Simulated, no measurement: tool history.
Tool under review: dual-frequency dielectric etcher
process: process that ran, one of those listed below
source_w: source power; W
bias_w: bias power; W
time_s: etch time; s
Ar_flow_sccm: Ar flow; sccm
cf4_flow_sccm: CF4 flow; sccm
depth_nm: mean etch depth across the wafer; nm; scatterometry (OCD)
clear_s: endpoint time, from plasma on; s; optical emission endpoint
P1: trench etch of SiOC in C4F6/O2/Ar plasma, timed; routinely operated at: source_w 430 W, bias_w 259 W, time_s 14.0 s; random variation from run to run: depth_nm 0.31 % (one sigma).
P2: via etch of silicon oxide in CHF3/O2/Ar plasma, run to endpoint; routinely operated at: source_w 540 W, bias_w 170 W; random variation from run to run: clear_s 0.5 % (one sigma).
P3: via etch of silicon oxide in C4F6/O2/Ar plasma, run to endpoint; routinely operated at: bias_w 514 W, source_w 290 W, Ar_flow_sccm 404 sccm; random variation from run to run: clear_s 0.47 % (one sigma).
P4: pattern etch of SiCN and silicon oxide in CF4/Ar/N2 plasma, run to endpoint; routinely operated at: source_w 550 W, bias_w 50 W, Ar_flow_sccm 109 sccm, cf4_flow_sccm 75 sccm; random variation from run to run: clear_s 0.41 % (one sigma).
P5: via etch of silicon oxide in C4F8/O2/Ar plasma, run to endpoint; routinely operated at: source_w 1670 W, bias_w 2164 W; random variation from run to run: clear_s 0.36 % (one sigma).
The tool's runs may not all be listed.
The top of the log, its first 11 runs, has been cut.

| run | hour | process | source_w | bias_w | time_s | Ar_flow_sccm | cf4_flow_sccm | depth_nm | clear_s |
|---|---|---|---|---|---|---|---|---|---|
| 12 | 66.9 | P4 | 550 | 50 |  | 109 | 75 |  | 17.295 |
| 13 | 73.3 | P1 | 430 | 321 | 8.0 |  |  | 20.890 |  |
| 14 | 77.8 | P3 | 290 | 514 |  | 250 |  |  | 15.037 |
| 15 | 81.6 | P5 | 1670 | 2164 |  |  |  |  | 383.150 |
| 16 | 87.7 | P3 | 290 | 725 |  | 404 |  |  | 13.933 |
| 17 | 92.6 | P1 | 430 | 259 | 20.5 |  |  | 49.484 |  |
| 18 | 99.2 | P1 | 430 | 259 | 14.0 |  |  | 33.652 |  |
| 19 | 104.0 | P4 | 550 | 63 |  | 109 | 75 |  | 16.044 |
| 20 | 110.5 | P1 | 430 | 259 | 14.0 |  |  | 33.682 |  |
| 21 | 115.7 | P4 | 550 | 50 |  | 109 | 50 |  | 18.556 |
| 22 | 120.7 | P1 | 430 | 259 | 14.0 |  |  | 33.824 |  |
| 23 | 124.2 | P1 | 430 | 153 | 14.0 |  |  | 28.513 |  |
| 24 | 129.8 | P2 | 540 | 170 |  |  |  |  | 353.300 |

The next listed run, before its measurement:
| 25 | 134.4 | P1 | 430 | 259 | 14.0 |  |  | ? |  |

{"run 25": {"depth_nm": 33.755}}
